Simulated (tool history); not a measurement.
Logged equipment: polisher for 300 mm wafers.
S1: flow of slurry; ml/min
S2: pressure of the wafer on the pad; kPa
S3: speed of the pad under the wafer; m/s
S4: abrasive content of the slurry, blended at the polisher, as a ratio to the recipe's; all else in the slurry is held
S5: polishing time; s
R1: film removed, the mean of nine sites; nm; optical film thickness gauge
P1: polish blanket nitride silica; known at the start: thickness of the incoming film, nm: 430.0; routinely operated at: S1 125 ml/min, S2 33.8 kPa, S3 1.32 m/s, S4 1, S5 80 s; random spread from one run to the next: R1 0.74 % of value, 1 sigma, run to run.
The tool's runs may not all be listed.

run 1 hour=10.7 | S1=125 S2=33.8 S3=1.32 S4=1 S5=80 | R1=75.531
run 2 hour=24 | S1=125 S2=33.8 S3=1.32 S4=1 S5=80 | R1=75.964
run 3 hour=36.7 | S1=125 S2=17.9 S3=1.32 S4=0.75 S5=80 | R1=35.599
run 4 hour=48.3 | S1=125 S2=33.8 S3=1.32 S4=0.6 S5=80 | R1=58.404
-- hour=48.6 conditioning disc replaced and pad reconditioned
run 5 hour=62.8 | S1=125 S2=33.8 S3=1.32 S4=1 S5=80 | R1=74.95
run 6 hour=77.8 | S1=125 S2=33.8 S3=1.88 S4=1 S5=80 | R1=101.98
run 7 hour=90.6 | S1=125 S2=33.8 S3=1.32 S4=1 S5=80 | R1=76.033
run 8 hour=100.1 | S1=125 S2=33.8 S3=1.32 S4=1 S5=80 | R1=76.224
run 9 hour=110.6 | S1=125 S2=20.7 S3=1.32 S4=1 S5=80 | R1=47.051
run 10 hour=120.9 | S1=125 S2=44.8 S3=1.32 S4=1 S5=80 | R1=100.89
run 11 hour=128.6 | S1=125 S2=33.8 S3=1.32 S4=1.5 S5=80 | R1=90.672
run 12 hour=139.5 | S1=200 S2=33.8 S3=1.32 S4=1 S5=80 | R1=82.98
-- hour=149 head pressure recalibrated
run 13 hour=151.7 | S1=125 S2=33.8 S3=0.9 S4=1 S5=80 | R1=55.824
run 14 hour=163.2 | S1=125 S2=33.8 S3=1.32 S4=1 S5=117 | R1=112.4
run 15 hour=173 | S1=75 S2=33.8 S3=1.76 S4=1 S5=80 | R1=83.556
run 16 hour=182.8 | S1=75 S2=33.8 S3=1.32 S4=1 S5=80 | R1=66.901
run 17 hour=196.8 | S1=125 S2=33.8 S3=2.02 S4=1 S5=111 | R1=147.46
run 18 hour=212 | S1=125 S2=33.8 S3=1.32 S4=1 S5=45 | R1=42.433
run 19 hour=222.6 | S1=125 S2=33.8 S3=1.32 S4=1 S5=80 | R1=75.847
run 20 hour=230 | S1=125 S2=33.8 S3=1.32 S4=1 S5=80 | R1=76.375

Expected results for the next run?
run 21 hour=243.7 | S1=125 S2=33.8 S3=1.32 S4=1 S5=80 | R1=?

Run 21 came out at R1 70.052 nm.
